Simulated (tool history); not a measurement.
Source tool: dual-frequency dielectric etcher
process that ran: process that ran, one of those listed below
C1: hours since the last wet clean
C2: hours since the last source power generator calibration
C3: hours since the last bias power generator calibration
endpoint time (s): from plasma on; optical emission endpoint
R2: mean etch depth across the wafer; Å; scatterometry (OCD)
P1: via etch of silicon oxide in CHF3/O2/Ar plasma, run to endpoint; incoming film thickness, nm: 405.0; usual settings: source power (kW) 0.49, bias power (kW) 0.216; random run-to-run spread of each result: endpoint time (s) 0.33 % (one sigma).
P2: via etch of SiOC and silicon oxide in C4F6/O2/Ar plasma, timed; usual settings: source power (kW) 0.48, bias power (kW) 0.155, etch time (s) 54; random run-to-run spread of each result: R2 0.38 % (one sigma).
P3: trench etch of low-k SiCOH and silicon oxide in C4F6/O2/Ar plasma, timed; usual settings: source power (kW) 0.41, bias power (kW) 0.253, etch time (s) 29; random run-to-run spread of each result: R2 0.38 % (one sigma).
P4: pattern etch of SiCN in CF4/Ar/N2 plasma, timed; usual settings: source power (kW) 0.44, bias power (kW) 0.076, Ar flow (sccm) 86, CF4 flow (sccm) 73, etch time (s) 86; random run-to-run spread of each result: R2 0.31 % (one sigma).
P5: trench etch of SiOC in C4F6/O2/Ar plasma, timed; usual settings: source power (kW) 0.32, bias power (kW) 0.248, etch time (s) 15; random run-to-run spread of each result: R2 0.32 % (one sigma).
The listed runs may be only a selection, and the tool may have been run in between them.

{"run": 1, "day": 0.325, "process that ran": "P1", "source power (kW)": 0.49, "bias power (kW)": 0.216, "C1": 108.1, "C2": 204.7, "C3": 2887.3, "endpoint time (s)": 201.67}
{"run": 2, "day": 0.521, "process that ran": "P4", "source power (kW)": 0.44, "bias power (kW)": 0.076, "Ar flow (sccm)": 86, "CF4 flow (sccm)": 73, "etch time (s)": 86, "C1": 112.8, "C2": 209.4, "C3": 2892, "R2": 784.37}
{"run": 3, "day": 0.742, "process that ran": "P5", "source power (kW)": 0.22, "bias power (kW)": 0.248, "etch time (s)": 15, "C1": 118.1, "C2": 214.7, "C3": 2897.3, "R2": 267.05}
{"run": 4, "day": 0.95, "process that ran": "P4", "source power (kW)": 0.44, "bias power (kW)": 0.076, "Ar flow (sccm)": 86, "CF4 flow (sccm)": 73, "etch time (s)": 65, "C1": 123.1, "C2": 219.7, "C3": 2902.3, "R2": 596.81}
{"run": 5, "day": 1.183, "process that ran": "P1", "source power (kW)": 0.61, "bias power (kW)": 0.14, "C1": 128.7, "C2": 225.3, "C3": 2907.9, "endpoint time (s)": 216.26}
{"run": 6, "day": 1.35, "process that ran": "P3", "source power (kW)": 0.41, "bias power (kW)": 0.253, "etch time (s)": 29, "C1": 132.7, "C2": 229.3, "C3": 2911.9, "R2": 1014.6}
{"run": 7, "day": 1.679, "process that ran": "P5", "source power (kW)": 0.32, "bias power (kW)": 0.197, "etch time (s)": 15, "C1": 140.6, "C2": 237.2, "C3": 2919.8, "R2": 283.54}
{"run": 8, "day": 1.967, "process that ran": "P1", "source power (kW)": 0.65, "bias power (kW)": 0.216, "C1": 147.5, "C2": 244.1, "C3": 2926.7, "endpoint time (s)": 181.61}
{"run": 9, "day": 2.175, "process that ran": "P2", "source power (kW)": 0.48, "bias power (kW)": 0.155, "etch time (s)": 71.5, "C1": 152.5, "C2": 249.1, "C3": 2931.7, "R2": 841.95}
{"run": 10, "day": 2.417, "process that ran": "P4", "source power (kW)": 0.44, "bias power (kW)": 0.076, "Ar flow (sccm)": 86, "CF4 flow (sccm)": 95, "etch time (s)": 86, "C1": 158.3, "C2": 254.9, "C3": 2937.5, "R2": 813.69}
{"run": 11, "day": 2.629, "process that ran": "P1", "source power (kW)": 0.49, "bias power (kW)": 0.216, "C1": 163.4, "C2": 260, "C3": 2942.6, "endpoint time (s)": 203.23}
{"run": 12, "day": 2.954, "process that ran": "P2", "source power (kW)": 0.48, "bias power (kW)": 0.155, "etch time (s)": 54, "C1": 171.2, "C2": 267.8, "C3": 2950.4, "R2": 638.38}
{"run": 13, "day": 3.179, "process that ran": "P4", "source power (kW)": 0.44, "bias power (kW)": 0.076, "Ar flow (sccm)": 86, "CF4 flow (sccm)": 73, "etch time (s)": 86, "C1": 176.6, "C2": 273.2, "C3": 2955.8, "R2": 787.96}
{"run": 14, "day": 3.329, "process that ran": "P1", "source power (kW)": 0.4, "bias power (kW)": 0.216, "C1": 180.2, "C2": 276.8, "C3": 2959.4, "endpoint time (s)": 217.67}
{"run": 15, "day": 3.512, "process that ran": "P4", "source power (kW)": 0.6, "bias power (kW)": 0.076, "Ar flow (sccm)": 86, "CF4 flow (sccm)": 73, "etch time (s)": 86, "C1": 184.6, "C2": 281.2, "C3": 2963.8, "R2": 1035.7}
{"run": 16, "day": 3.775, "process that ran": "P1", "source power (kW)": 0.49, "bias power (kW)": 0.216, "C1": 190.9, "C2": 287.5, "C3": 2970.1, "endpoint time (s)": 203.91}
{"run": 17, "day": 4.029, "process that ran": "P1", "source power (kW)": 0.49, "bias power (kW)": 0.216, "C1": 197, "C2": 293.6, "C3": 2976.2, "endpoint time (s)": 203.25}
{"run": 18, "day": 4.217, "process that ran": "P3", "source power (kW)": 0.41, "bias power (kW)": 0.253, "etch time (s)": 38, "C1": 201.5, "C2": 298.1, "C3": 2980.7, "R2": 1319.5}
{"run": 19, "day": 4.529, "process that ran": "P1", "source power (kW)": 0.49, "bias power (kW)": 0.128, "C1": 209, "C2": 305.6, "C3": 2988.2, "endpoint time (s)": 241.84}
{"run": 20, "day": 4.679, "process that ran": "P1", "source power (kW)": 0.49, "bias power (kW)": 0.216, "C1": 212.6, "C2": 309.2, "C3": 2991.8, "endpoint time (s)": 202.54}
{"run": 21, "day": 4.983, "process that ran": "P3", "source power (kW)": 0.55, "bias power (kW)": 0.253, "etch time (s)": 29, "C1": 219.9, "C2": 316.5, "C3": 2999.1, "R2": 1130.3}
{"run": 22, "day": 5.125, "process that ran": "P4", "source power (kW)": 0.44, "bias power (kW)": 0.056, "Ar flow (sccm)": 86, "CF4 flow (sccm)": 73, "etch time (s)": 86, "C1": 223.3, "C2": 319.9, "C3": 3002.5, "R2": 715.05}
{"run": 23, "day": 5.308, "process that ran": "P5", "source power (kW)": 0.32, "bias power (kW)": 0.248, "etch time (s)": 15, "C1": 227.7, "C2": 324.3, "C3": 3006.9, "R2": 307.17}
{"run": 24, "day": 5.475, "process that ran": "P3", "source power (kW)": 0.41, "bias power (kW)": 0.347, "etch time (s)": 29, "C1": 231.7, "C2": 328.3, "C3": 3010.9, "R2": 1134.8}
{"run": 25, "day": 5.796, "process that ran": "P5", "source power (kW)": 0.32, "bias power (kW)": 0.248, "etch time (s)": 15, "C1": 239.4, "C2": 336, "C3": 3018.6, "R2": 305.89}
{"run": 26, "day": 5.996, "process that ran": "P4", "source power (kW)": 0.44, "bias power (kW)": 0.076, "Ar flow (sccm)": 51, "CF4 flow (sccm)": 73, "etch time (s)": 86, "C1": 244.2, "C2": 340.8, "C3": 3023.4, "R2": 844.38}
{"run": 27, "day": 6.204, "process that ran": "P5", "source power (kW)": 0.32, "bias power (kW)": 0.248, "etch time (s)": 10.5, "C1": 249.2, "C2": 345.8, "C3": 3028.4, "R2": 213.89}
{"run": 28, "day": 6.396, "process that ran": "P2", "source power (kW)": 0.48, "bias power (kW)": 0.184, "etch time (s)": 54, "C1": 253.8, "C2": 350.4, "C3": 3033, "R2": 670.36}
{"run": 29, "day": 6.658, "process that ran": "P2", "source power (kW)": 0.61, "bias power (kW)": 0.155, "etch time (s)": 54, "C1": 260.1, "C2": 356.7, "C3": 3039.3, "R2": 694.95}
{"run": 30, "day": 6.817, "process that ran": "P1", "source power (kW)": 0.49, "bias power (kW)": 0.264, "C1": 263.9, "C2": 360.5, "C3": 3043.1, "endpoint time (s)": 189.86}
{"run": 31, "day": 7.038, "process that ran": "P1", "source power (kW)": 0.49, "bias power (kW)": 0.216, "C1": 269.2, "C2": 365.8, "C3": 3048.4, "endpoint time (s)": 202.17}
{"run": 32, "day": 7.321, "process that ran": "P1", "source power (kW)": 0.49, "bias power (kW)": 0.216, "C1": 276, "C2": 372.6, "C3": 3055.2, "endpoint time (s)": 203.26}
{"run": 33, "day": 7.5, "process that ran": "P1", "source power (kW)": 0.49, "bias power (kW)": 0.216, "C1": 280.3, "C2": 376.9, "C3": 3059.5, "endpoint time (s)": 205.01}
{"run": 34, "day": 7.742, "process that ran": "P1", "source power (kW)": 0.49, "bias power (kW)": 0.216, "C1": 286.1, "C2": 382.7, "C3": 3065.3, "endpoint time (s)": 205.07}
{"run": 35, "day": 8.008, "process that ran": "P1", "source power (kW)": 0.49, "bias power (kW)": 0.216, "C1": 292.5, "C2": 389.1, "C3": 3071.7, "endpoint time (s)": 204.98}
{"run": 36, "day": 8.258, "process that ran": "P1", "source power (kW)": 0.49, "bias power (kW)": 0.216, "C1": 298.5, "C2": 395.1, "C3": 3077.7, "endpoint time (s)": 205.47}
{"run": 37, "day": 8.588, "process that ran": "P1", "source power (kW)": 0.49, "bias power (kW)": 0.216, "C1": 306.4, "C2": 403, "C3": 3085.6, "endpoint time (s)": 206.56}
{"run": 38, "day": 8.804, "process that ran": "P1", "source power (kW)": 0.49, "bias power (kW)": 0.216, "C1": 311.6, "C2": 408.2, "C3": 3090.8, "endpoint time (s)": 206.53}
{"day": 8.954, "done": "wet clean of the chamber"}
{"run": 39, "day": 8.988, "process that ran": "P1", "source power (kW)": 0.49, "bias power (kW)": 0.216, "C1": 0.8, "C2": 412.6, "C3": 3095.2, "endpoint time (s)": 206.37}
{"run": 40, "day": 9.296, "process that ran": "P1", "source power (kW)": 0.49, "bias power (kW)": 0.216, "C1": 8.2, "C2": 420, "C3": 3102.6, "endpoint time (s)": 205.37}
{"run": 41, "day": 9.588, "process that ran": "P1", "source power (kW)": 0.49, "bias power (kW)": 0.216, "C1": 15.2, "C2": 427, "C3": 3109.6, "endpoint time (s)": 206.21}
{"run": 42, "day": 9.8, "process that ran": "P1", "source power (kW)": 0.49, "bias power (kW)": 0.216, "C1": 20.3, "C2": 432.1, "C3": 3114.7, "endpoint time (s)": 205.51}

The log shows P1 creeping away from where it was. Any of the 2 causes listed here, at the size stated for it, fits the log just as well as the others:
A: bias power that arrives under what is set, % = 4.62
B: source power that arrives under what is set, % = 4.31
At approximately day 7.038, the process output began to creep.
Every other cause this tool's parts could produce, and why it does not fit the log:
chamber walls in a state that lowers the etch rate, %: serviced at day 8.954, which brought nothing back

Each of the 4 check runs below uses one wafer; its results are left as question marks. Which run tells the causes apart?
{"run": "check 1", "day": 10.012, "process that ran": "P3", "source power (kW)": 0.41, "bias power (kW)": 0.253, "etch time (s)": 29, "R2": "?"}
{"run": "check 2", "day": 10.012, "process that ran": "P2", "source power (kW)": 0.48, "bias power (kW)": 0.155, "etch time (s)": 54, "R2": "?"}
{"run": "check 3", "day": 10.012, "process that ran": "P5", "source power (kW)": 0.32, "bias power (kW)": 0.248, "etch time (s)": 15, "R2": "?"}
{"run": "check 4", "day": 10.012, "process that ran": "P4", "source power (kW)": 0.44, "bias power (kW)": 0.076, "Ar flow (sccm)": 86, "CF4 flow (sccm)": 73, "etch time (s)": 86, "R2": "?"}

Expected result of each check under each candidate cause:
check=check_1 result=R2 if_A=995.96 if_B=995.05
check=check_2 result=R2 if_A=627.05 if_B=625.27
check=check_3 result=R2 if_A=301.22 if_B=301.04
check=check_4 result=R2 if_A=774.6 if_B=757.22
Separation of the two closest causes in each check, using whichever result separates them best: check 1 0.09 %; check 2 0.28 %; check 3 0.06 %; check 4 2.27 %
Check 4 tells the causes apart: in the others they would give nearly the same result.

Running check 4 produced the following: R2 758.86 Å. Which one of the listed causes fits?

It was cause B: source power that arrives under what is set, %.
